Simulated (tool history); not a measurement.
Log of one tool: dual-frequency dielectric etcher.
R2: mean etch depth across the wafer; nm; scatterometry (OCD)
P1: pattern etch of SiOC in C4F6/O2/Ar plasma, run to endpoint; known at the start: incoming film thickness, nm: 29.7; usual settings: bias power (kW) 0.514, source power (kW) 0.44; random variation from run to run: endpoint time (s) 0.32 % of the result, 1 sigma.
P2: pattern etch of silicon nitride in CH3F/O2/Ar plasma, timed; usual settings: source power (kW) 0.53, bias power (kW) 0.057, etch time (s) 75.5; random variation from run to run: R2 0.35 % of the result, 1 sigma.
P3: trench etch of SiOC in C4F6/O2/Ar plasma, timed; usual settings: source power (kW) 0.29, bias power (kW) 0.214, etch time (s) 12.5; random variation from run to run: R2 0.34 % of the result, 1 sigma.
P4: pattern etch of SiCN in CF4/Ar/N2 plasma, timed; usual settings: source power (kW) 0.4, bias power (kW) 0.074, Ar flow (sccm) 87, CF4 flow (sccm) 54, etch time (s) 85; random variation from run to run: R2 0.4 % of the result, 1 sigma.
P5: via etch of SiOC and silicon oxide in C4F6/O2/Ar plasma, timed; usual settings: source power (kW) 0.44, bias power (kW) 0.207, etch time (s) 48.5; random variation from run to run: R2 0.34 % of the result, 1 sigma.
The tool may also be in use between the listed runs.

Run 1, hour 10.9: process that ran P1, bias power (kW) 0.514, source power (kW) 0.44. Result: endpoint time (s) 9.3646.
Run 2, hour 19.3: process that ran P5, bias power (kW) 0.207, source power (kW) 0.44, etch time (s) 31.5. Result: R2 38.574 nm.
Run 3, hour 28.5: process that ran P1, bias power (kW) 0.335, source power (kW) 0.58. Result: endpoint time (s) 9.8324.
Run 4, hour 37.7: process that ran P3, bias power (kW) 0.214, source power (kW) 0.29, etch time (s) 12.5. Result: R2 24.643 nm.
Run 5, hour 45.2: process that ran P5, bias power (kW) 0.207, source power (kW) 0.44, etch time (s) 48.5. Result: R2 59.83 nm.
Run 6, hour 56.6: process that ran P2, bias power (kW) 0.057, source power (kW) 0.53, etch time (s) 75.5. Result: R2 52.968 nm.
Run 7, hour 62.2: process that ran P4, bias power (kW) 0.074, source power (kW) 0.48, etch time (s) 85, Ar flow (sccm) 87, CF4 flow (sccm) 54. Result: R2 78.947 nm.
Run 8, hour 70.5: process that ran P1, bias power (kW) 0.514, source power (kW) 0.44. Result: endpoint time (s) 9.3529.
Run 9, hour 79.2: process that ran P2, bias power (kW) 0.057, source power (kW) 0.64, etch time (s) 75.5. Result: R2 57.076 nm.
Run 10, hour 86.2: process that ran P1, bias power (kW) 0.514, source power (kW) 0.44. Result: endpoint time (s) 9.4166.
Run 11, hour 96.1: process that ran P2, bias power (kW) 0.04, source power (kW) 0.53, etch time (s) 75.5. Result: R2 47.555 nm.
Run 12, hour 106.5: process that ran P2, bias power (kW) 0.057, source power (kW) 0.53, etch time (s) 47.5. Result: R2 33.329 nm.
Run 13, hour 117: process that ran P1, bias power (kW) 0.402, source power (kW) 0.31. Result: endpoint time (s) 11.634.
Run 14, hour 125: process that ran P3, bias power (kW) 0.267, source power (kW) 0.29, etch time (s) 12.5. Result: R2 26.486 nm.
Run 15, hour 130.6: process that ran P4, bias power (kW) 0.1, source power (kW) 0.4, etch time (s) 85, Ar flow (sccm) 87, CF4 flow (sccm) 54. Result: R2 74.682 nm.
Run 16, hour 139.4: process that ran P4, bias power (kW) 0.074, source power (kW) 0.4, etch time (s) 85, Ar flow (sccm) 87, CF4 flow (sccm) 42. Result: R2 64.596 nm.
Run 17, hour 147.1: process that ran P4, bias power (kW) 0.074, source power (kW) 0.4, etch time (s) 59.5, Ar flow (sccm) 87, CF4 flow (sccm) 54. Result: R2 46.967 nm.
Run 18, hour 157.9: process that ran P1, bias power (kW) 0.514, source power (kW) 0.44. Result: endpoint time (s) 9.3427.
Run 19, hour 164.7: process that ran P5, bias power (kW) 0.207, source power (kW) 0.52, etch time (s) 48.5. Result: R2 63.604 nm.
Run 20, hour 174.8: process that ran P1, bias power (kW) 0.718, source power (kW) 0.44. Result: endpoint time (s) 8.2225.
Run 21, hour 182.9: process that ran P1, bias power (kW) 0.514, source power (kW) 0.53. Result: endpoint time (s) 8.7671.
Run 22, hour 188.5: process that ran P3, bias power (kW) 0.214, source power (kW) 0.36, etch time (s) 12.5. Result: R2 26.748 nm.
Run 23, hour 198.2: process that ran P1, bias power (kW) 0.318, source power (kW) 0.44. Result: endpoint time (s) 11.151.
Run 24, hour 203.7: process that ran P1, bias power (kW) 0.514, source power (kW) 0.44. Result: endpoint time (s) 9.3525.
Run 25, hour 212.5: process that ran P1, bias power (kW) 0.514, source power (kW) 0.35. Result: endpoint time (s) 10.147.
Run 26, hour 217.8: process that ran P4, bias power (kW) 0.074, source power (kW) 0.4, etch time (s) 85, Ar flow (sccm) 121, CF4 flow (sccm) 54. Result: R2 63.6 nm.
Run 27, hour 228.5: process that ran P3, bias power (kW) 0.214, source power (kW) 0.29, etch time (s) 7. Result: R2 13.742 nm.
Run 28, hour 235.3: process that ran P5, bias power (kW) 0.145, source power (kW) 0.44, etch time (s) 48.5. Result: R2 53.196 nm.
Run 29, hour 245.1: process that ran P1, bias power (kW) 0.672, source power (kW) 0.35. Result: endpoint time (s) 9.1713.
Run 30, hour 251.7: process that ran P4, bias power (kW) 0.074, source power (kW) 0.4, etch time (s) 85, Ar flow (sccm) 87, CF4 flow (sccm) 54. Result: R2 66.924 nm.
Run 31, hour 257.4: process that ran P1, bias power (kW) 0.514, source power (kW) 0.44. Result: endpoint time (s) 9.4092.
Run 32, hour 266.6: process that ran P1, bias power (kW) 0.514, source power (kW) 0.44. Result: endpoint time (s) 9.4308.
Run 33, hour 274.5: process that ran P1, bias power (kW) 0.514, source power (kW) 0.44. Result: endpoint time (s) 9.4838.
Run 34, hour 282.7: process that ran P1, bias power (kW) 0.514, source power (kW) 0.44. Result: endpoint time (s) 9.5002.

Forecast run 35:
At hour 286.7: wet clean of the chamber.
Run 35, hour 291.2: process that ran P1, bias power (kW) 0.514, source power (kW) 0.44. Result: endpoint time (s) ?.

{"run 35": {"endpoint time (s)": 9.4457}}

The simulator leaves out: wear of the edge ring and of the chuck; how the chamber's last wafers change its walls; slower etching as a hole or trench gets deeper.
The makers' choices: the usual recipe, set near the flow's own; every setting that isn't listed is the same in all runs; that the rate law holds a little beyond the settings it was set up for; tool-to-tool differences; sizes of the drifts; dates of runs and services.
